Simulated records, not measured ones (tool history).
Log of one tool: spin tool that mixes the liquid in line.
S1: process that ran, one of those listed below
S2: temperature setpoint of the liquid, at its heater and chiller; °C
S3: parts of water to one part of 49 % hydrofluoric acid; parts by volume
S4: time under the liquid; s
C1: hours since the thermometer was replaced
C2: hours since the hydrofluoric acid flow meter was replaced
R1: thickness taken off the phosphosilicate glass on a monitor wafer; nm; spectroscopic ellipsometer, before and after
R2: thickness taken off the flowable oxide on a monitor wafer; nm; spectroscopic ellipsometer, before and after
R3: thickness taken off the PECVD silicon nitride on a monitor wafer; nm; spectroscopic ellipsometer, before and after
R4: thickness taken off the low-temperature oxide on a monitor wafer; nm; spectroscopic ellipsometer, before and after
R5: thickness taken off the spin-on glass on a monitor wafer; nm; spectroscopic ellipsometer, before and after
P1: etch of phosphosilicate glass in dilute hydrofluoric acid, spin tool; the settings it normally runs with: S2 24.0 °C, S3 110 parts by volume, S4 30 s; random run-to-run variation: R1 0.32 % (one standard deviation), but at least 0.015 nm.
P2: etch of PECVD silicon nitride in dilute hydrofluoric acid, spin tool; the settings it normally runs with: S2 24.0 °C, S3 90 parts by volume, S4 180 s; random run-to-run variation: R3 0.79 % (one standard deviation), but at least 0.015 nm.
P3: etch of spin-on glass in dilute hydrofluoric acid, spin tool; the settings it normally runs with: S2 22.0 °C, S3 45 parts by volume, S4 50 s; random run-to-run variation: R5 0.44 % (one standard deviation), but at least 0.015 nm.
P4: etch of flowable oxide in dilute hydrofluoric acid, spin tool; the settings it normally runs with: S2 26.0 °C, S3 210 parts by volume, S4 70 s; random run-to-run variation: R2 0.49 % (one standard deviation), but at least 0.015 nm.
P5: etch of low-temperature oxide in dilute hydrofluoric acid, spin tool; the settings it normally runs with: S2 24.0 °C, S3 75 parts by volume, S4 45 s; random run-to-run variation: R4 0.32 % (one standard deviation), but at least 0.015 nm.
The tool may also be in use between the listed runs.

{"run": 1, "hour": 3.5, "S1": "P1", "S2": 24.0, "S3": 110, "S4": 30, "C1": 2023.8, "C2": 265.8, "R1": 29.748}
{"run": 2, "hour": 7.7, "S1": "P4", "S2": 26.0, "S3": 80, "S4": 70, "C1": 2028.0, "C2": 270.0, "R2": 31.021}
{"run": 3, "hour": 11.5, "S1": "P1", "S2": 24.0, "S3": 65, "S4": 30, "C1": 2031.8, "C2": 273.8, "R1": 52.817}
{"run": 4, "hour": 15.1, "S1": "P1", "S2": 21.0, "S3": 110, "S4": 15, "C1": 2035.4, "C2": 277.4, "R1": 13.094}
{"run": 5, "hour": 17.3, "S1": "P4", "S2": 19.5, "S3": 210, "S4": 70, "C1": 2037.6, "C2": 279.6, "R2": 7.9816}
{"run": 6, "hour": 19.2, "S1": "P2", "S2": 24.0, "S3": 90, "S4": 365, "C1": 2039.5, "C2": 281.5, "R3": 6.7315}
{"run": 7, "hour": 21.5, "S1": "P1", "S2": 30.0, "S3": 110, "S4": 15, "C1": 2041.8, "C2": 283.8, "R1": 18.661}
{"run": 8, "hour": 25.3, "S1": "P5", "S2": 24.0, "S3": 75, "S4": 65, "C1": 2045.6, "C2": 287.6, "R4": 10.901}
{"run": 9, "hour": 29.5, "S1": "P3", "S2": 22.0, "S3": 45, "S4": 50, "C1": 2049.8, "C2": 291.8, "R5": 36.476}
{"run": 10, "hour": 34.0, "S1": "P1", "S2": 24.0, "S3": 110, "S4": 30, "C1": 2054.3, "C2": 296.3, "R1": 29.634}
{"run": 11, "hour": 36.1, "S1": "P2", "S2": 24.0, "S3": 90, "S4": 180, "C1": 2056.4, "C2": 298.4, "R3": 3.3389}
{"run": 12, "hour": 39.9, "S1": "P5", "S2": 24.0, "S3": 75, "S4": 45, "C1": 2060.2, "C2": 302.2, "R4": 7.5077}
{"run": 13, "hour": 43.4, "S1": "P1", "S2": 24.0, "S3": 110, "S4": 55, "C1": 2063.7, "C2": 305.7, "R1": 54.025}
{"run": 14, "hour": 45.9, "S1": "P2", "S2": 24.0, "S3": 160, "S4": 180, "C1": 2066.2, "C2": 308.2, "R3": 1.8708}
{"run": 15, "hour": 48.1, "S1": "P2", "S2": 31.0, "S3": 90, "S4": 180, "C1": 2068.4, "C2": 310.4, "R3": 5.1904}
{"run": 16, "hour": 50.6, "S1": "P1", "S2": 24.0, "S3": 110, "S4": 15, "C1": 2070.9, "C2": 312.9, "R1": 14.808}
{"run": 17, "hour": 54.3, "S1": "P3", "S2": 22.0, "S3": 45, "S4": 15, "C1": 2074.6, "C2": 316.6, "R5": 10.917}
{"run": 18, "hour": 58.4, "S1": "P5", "S2": 24.0, "S3": 75, "S4": 45, "C1": 2078.7, "C2": 320.7, "R4": 7.4948}
{"run": 19, "hour": 61.3, "S1": "P1", "S2": 24.0, "S3": 110, "S4": 30, "C1": 2081.6, "C2": 323.6, "R1": 29.465}
{"run": 20, "hour": 63.4, "S1": "P5", "S2": 31.5, "S3": 75, "S4": 45, "C1": 2083.7, "C2": 325.7, "R4": 10.113}

Expected results for the next run?
{"run": 21, "hour": 67.6, "S1": "P4", "S2": 26.0, "S3": 210, "S4": 15, "C1": 2087.9, "C2": 329.9, "R2": "?"}

R2: 2.1448 nm
